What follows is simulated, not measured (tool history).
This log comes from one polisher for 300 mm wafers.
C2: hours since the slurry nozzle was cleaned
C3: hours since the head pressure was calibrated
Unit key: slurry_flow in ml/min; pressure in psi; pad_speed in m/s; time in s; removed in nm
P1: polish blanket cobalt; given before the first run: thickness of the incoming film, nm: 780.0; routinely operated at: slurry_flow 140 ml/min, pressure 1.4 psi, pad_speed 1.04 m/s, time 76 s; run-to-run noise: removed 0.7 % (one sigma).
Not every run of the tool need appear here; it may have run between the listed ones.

Run 1, hour 6: slurry_flow 140 ml/min, pressure 1.4 psi, pad_speed 1.04 m/s, time 76 s; wafers polished on this pad 349; C2 417; C3 277.8. Result: removed 225 nm.
Run 2, hour 9.6: slurry_flow 85 ml/min, pressure 1.4 psi, pad_speed 1.6 m/s, time 76 s; wafers polished on this pad 378; C2 420.6; C3 281.4. Result: removed 311.49 nm.
Run 3, hour 15.3: slurry_flow 140 ml/min, pressure 1.4 psi, pad_speed 1.04 m/s, time 36 s; wafers polished on this pad 424; C2 426.3; C3 287.1. Result: removed 108.12 nm.
Run 4, hour 20.3: slurry_flow 140 ml/min, pressure 1.4 psi, pad_speed 0.52 m/s, time 76 s; wafers polished on this pad 464; C2 431.3; C3 292.1. Result: removed 114.48 nm.
Run 5, hour 24.9: slurry_flow 195 ml/min, pressure 1.4 psi, pad_speed 1.04 m/s, time 76 s; wafers polished on this pad 501; C2 435.9; C3 296.7. Result: removed 238.22 nm.
Run 6, hour 27.9: slurry_flow 85 ml/min, pressure 1.4 psi, pad_speed 1.04 m/s, time 76 s; wafers polished on this pad 526; C2 438.9; C3 299.7. Result: removed 203.06 nm.
Run 7, hour 32.5: slurry_flow 140 ml/min, pressure 1.4 psi, pad_speed 1.04 m/s, time 76 s; wafers polished on this pad 563; C2 443.5; C3 304.3. Result: removed 225.48 nm.
Run 8, hour 36: slurry_flow 140 ml/min, pressure 1.4 psi, pad_speed 1.58 m/s, time 76 s; wafers polished on this pad 591; C2 447; C3 307.8. Result: removed 346.88 nm.
Run 9, hour 38.8: slurry_flow 140 ml/min, pressure 1.4 psi, pad_speed 1.04 m/s, time 76 s; wafers polished on this pad 614; C2 449.8; C3 310.6. Result: removed 227.27 nm.
Run 10, hour 41.6: slurry_flow 140 ml/min, pressure 0.7 psi, pad_speed 1.04 m/s, time 76 s; wafers polished on this pad 637; C2 452.6; C3 313.4. Result: removed 115.03 nm.
Run 11, hour 46.1: slurry_flow 140 ml/min, pressure 1.4 psi, pad_speed 1.04 m/s, time 121 s; wafers polished on this pad 673; C2 457.1; C3 317.9. Result: removed 362.86 nm.
Run 12, hour 51.3: slurry_flow 140 ml/min, pressure 0.9 psi, pad_speed 1.04 m/s, time 54 s; wafers polished on this pad 715; C2 462.3; C3 323.1. Result: removed 104.54 nm.
Run 13, hour 56.2: slurry_flow 140 ml/min, pressure 1.4 psi, pad_speed 1.04 m/s, time 76 s; wafers polished on this pad 755; C2 467.2; C3 328. Result: removed 226.57 nm.
Run 14, hour 61.1: slurry_flow 140 ml/min, pressure 1.4 psi, pad_speed 1.04 m/s, time 76 s; wafers polished on this pad 794; C2 472.1; C3 332.9. Result: removed 227.48 nm.
Run 15, hour 64.1: slurry_flow 140 ml/min, pressure 2.2 psi, pad_speed 1.04 m/s, time 76 s; wafers polished on this pad 819; C2 475.1; C3 335.9. Result: removed 357.67 nm.
Run 16, hour 66.7: slurry_flow 140 ml/min, pressure 1.4 psi, pad_speed 1.04 m/s, time 76 s; wafers polished on this pad 840; C2 477.7; C3 338.5. Result: removed 225.99 nm.
Run 17, hour 69.7: slurry_flow 140 ml/min, pressure 1.4 psi, pad_speed 1.04 m/s, time 76 s; wafers polished on this pad 864; C2 480.7; C3 341.5. Result: removed 216.68 nm.
Run 18, hour 74.3: slurry_flow 140 ml/min, pressure 1.4 psi, pad_speed 1.04 m/s, time 76 s; wafers polished on this pad 901; C2 485.3; C3 346.1. Result: removed 208.23 nm.
At hour 75.7: head pressure recalibrated.
Run 19, hour 78.5: slurry_flow 140 ml/min, pressure 1.4 psi, pad_speed 1.04 m/s, time 76 s; wafers polished on this pad 935; C2 489.5; C3 2.9. Result: removed 206.44 nm.
Run 20, hour 83.4: slurry_flow 140 ml/min, pressure 1.4 psi, pad_speed 1.04 m/s, time 76 s; wafers polished on this pad 975; C2 494.4; C3 7.8. Result: removed 205.51 nm.
Run 21, hour 89.1: slurry_flow 140 ml/min, pressure 1.4 psi, pad_speed 1.04 m/s, time 76 s; wafers polished on this pad 1021; C2 500.1; C3 13.5. Result: removed 204.48 nm.
Run 22, hour 91.9: slurry_flow 140 ml/min, pressure 1.4 psi, pad_speed 1.04 m/s, time 76 s; wafers polished on this pad 1043; C2 502.9; C3 16.3. Result: removed 205.53 nm.

P1 no longer gives what it gave before; its output has crept away from where it was. The following 2 causes, each at its listed size, fit the log equally well:
A: slurry flow missing at the pad, % = 37.8
B: removal rate lost through wear of the pad, % = 10.3
The gradual shift began around hour 66.7.
What rules out each remaining cause:
head's pressure below its setpoint, %: its service at hour 75.7 followed the start of the drift and did not put the process back to its old value

Listed below are the offered check runs, one wafer per run, with question marks in place of results. For which of them would the causes give clearly different outcomes?
Run check 1, hour 94.7: slurry_flow 85 ml/min, pressure 1.4 psi, pad_speed 1.56 m/s, time 76 s. Result: removed ?.
Run check 2, hour 94.7: slurry_flow 140 ml/min, pressure 2.1 psi, pad_speed 0.52 m/s, time 76 s. Result: removed ?.
Run check 3, hour 94.7: slurry_flow 140 ml/min, pressure 1.9 psi, pad_speed 1.04 m/s, time 49 s. Result: removed ?.
Run check 4, hour 94.7: slurry_flow 140 ml/min, pressure 1.4 psi, pad_speed 1.48 m/s, time 116 s. Result: removed ?.

What every check run would give for each of its results, assuming each possible cause in turn:
  check   result    if A    if B
check 1  removed  256.42  271.99
check 2  removed  152.66  152.75
check 3  removed   178.1   178.2
check 4  removed  442.12  442.36
Per-check spread between the two closest causes, in the result where they differ most: check 1 5.9 %; check 2 0.06 %; check 3 0.06 %; check 4 0.06 %
Check 1 is the one run that separates the causes; every other check would come out nearly the same whichever cause is at work.

Then check 1 was run and gave: removed 270.89 nm. Which cause is it?

It is B: removal rate lost through wear of the pad, %.
